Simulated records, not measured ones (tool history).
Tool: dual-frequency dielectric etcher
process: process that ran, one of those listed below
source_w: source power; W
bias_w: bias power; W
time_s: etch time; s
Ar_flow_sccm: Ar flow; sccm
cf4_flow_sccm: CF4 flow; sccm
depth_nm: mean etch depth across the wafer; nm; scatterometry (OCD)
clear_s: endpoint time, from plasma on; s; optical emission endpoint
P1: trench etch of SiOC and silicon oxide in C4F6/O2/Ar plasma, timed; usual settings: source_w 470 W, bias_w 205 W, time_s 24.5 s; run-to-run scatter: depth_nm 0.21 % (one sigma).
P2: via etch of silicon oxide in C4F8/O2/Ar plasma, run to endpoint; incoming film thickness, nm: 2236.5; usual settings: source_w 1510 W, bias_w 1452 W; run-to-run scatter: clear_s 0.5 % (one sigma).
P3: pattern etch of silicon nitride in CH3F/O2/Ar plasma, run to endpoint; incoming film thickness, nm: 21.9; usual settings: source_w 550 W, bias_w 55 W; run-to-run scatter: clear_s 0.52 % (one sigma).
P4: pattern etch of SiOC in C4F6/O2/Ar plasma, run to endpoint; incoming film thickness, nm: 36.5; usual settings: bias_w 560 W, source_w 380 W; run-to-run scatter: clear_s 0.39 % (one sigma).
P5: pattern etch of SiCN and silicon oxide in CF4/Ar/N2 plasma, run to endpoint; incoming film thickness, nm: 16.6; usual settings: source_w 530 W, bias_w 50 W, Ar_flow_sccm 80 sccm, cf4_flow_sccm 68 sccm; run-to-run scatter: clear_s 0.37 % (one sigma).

run	hour	process	source_w	bias_w	time_s	Ar_flow_sccm	cf4_flow_sccm	hours since the last wet clean	hours since the last source power generator calibration	hours since the last bias power generator calibration	depth_nm	clear_s
1	8.3	P1	470	205	24.5			70.1	2844.8	1633.9	53.444	
2	18.9	P1	470	205	24.5			80.7	2855.4	1644.5	53.425	
3	28.7	P1	560	205	24.5			90.5	2865.2	1654.3	57.452	
4	39.8	P1	470	148	24.5			101.6	2876.3	1665.4	48.116	
5	53.8	P2	970	1452				115.6	2890.3	1679.4		648.840
6	68.1	P1	470	205	16.5			129.9	2904.6	1693.7	35.872	
# hour 70.7: source power generator calibrated
7	75.7	P2	1510	1452				137.5	5.1	1701.3		540.300
8	89.1	P5	530	50		50	68	150.9	18.5	1714.7		16.667
9	100.7	P3	550	55				162.5	30.1	1726.3		31.605
10	114.1	P5	530	50		80	85	175.9	43.5	1739.7		17.177
11	128.4	P5	530	34		80	68	190.2	57.8	1754.0		19.910
12	138.9	P4	380	560				200.7	68.3	1764.5		12.373
13	151.2	P1	470	205	32.5			213.0	80.6	1776.8	70.865	
14	162.8	P1	330	205	24.5			224.6	92.2	1788.4	46.506	
15	174.1	P5	340	50		80	68	235.9	103.5	1799.7		26.675
16	186.3	P1	470	205	24.5			248.1	115.7	1811.9	53.221	
17	193.8	P5	530	50		80	68	255.6	123.2	1819.4		17.830
18	200.2	P3	550	41				262.0	129.6	1825.8		34.347
19	214.0	P4	230	560				275.8	143.4	1839.6		14.826
20	227.6	P1	300	205	31.0			289.4	157.0	1853.2	56.864	
21	235.9	P1	470	205	24.5			297.7	165.3	1861.5	53.376	
22	242.8	P5	530	50		80	68	304.6	172.2	1868.4		17.747
23	253.3	P4	380	340				315.1	182.7	1878.9		14.791
24	260.1	P1	470	205	24.5			321.9	189.5	1885.7	53.324	
25	268.2	P3	760	55				330.0	197.6	1893.8		27.604
26	276.7	P2	1510	885				338.5	206.1	1902.3		610.280
27	283.2	P1	470	271	24.5			345.0	212.6	1908.8	58.680	
28	290.0	P1	470	205	24.5			351.8	219.4	1915.6	53.256	
29	303.6	P1	470	205	24.5			365.4	233.0	1929.2	53.456	
30	316.5	P1	470	205	24.5			378.3	245.9	1942.1	53.253	
31	327.2	P1	470	205	24.5			389.0	256.6	1952.8	52.892	
32	341.5	P1	470	205	24.5			403.3	270.9	1967.1	52.996	
33	356.0	P1	470	205	24.5			417.8	285.4	1981.6	52.700	
# hour 367.1: wet clean of the chamber
34	370.3	P1	470	205	24.5			3.2	299.7	1995.9	52.549	
35	384.8	P1	470	205	24.5			17.7	314.2	2010.4	52.722	
36	398.5	P1	470	205	24.5			31.4	327.9	2024.1	52.677	
37	404.9	P1	470	205	24.5			37.8	334.3	2030.5	52.671	
38	417.9	P1	470	205	24.5			50.8	347.3	2043.5	52.667	

What P1 gives has crept away from where it was. These 2 causes fit the log equally well, each at the size given:
A: bias power that arrives under what is set, % = 4.6
B: source power that arrives under what is set, % = 3.81
The creep began at about hour 303.6.
Why every other cause is out:
chamber walls in a state that lowers the etch rate, %: serviced at hour 367.1, which brought nothing back

4 check runs are offered, each on 2 wafers whose results are averaged, their results left as question marks. Which one tells the causes apart?
check 1	430.9	P4	260	420								?
check 2	430.9	P3	720	55								?
check 3	430.9	P2	1040	913								?
check 4	430.9	P5	530	38		57	68					?

What each check would give under each cause:
check	result	if A	if B
check 1	clear_s	16.093	16.043
check 2	clear_s	28.621	28.651
check 3	clear_s	717.560	720.670
check 4	clear_s	18.514	18.950
How far apart the two closest causes lie, in the result that separates them most: check 1 0.31 %; check 2 0.11 %; check 3 0.43 %; check 4 2.33 %
Only check 4 tells the causes apart: in the others they would give nearly the same result.

Check 4 was then run and gave: clear_s 18.505 s. Which cause is it?

It is A: bias power that arrives under what is set, %.
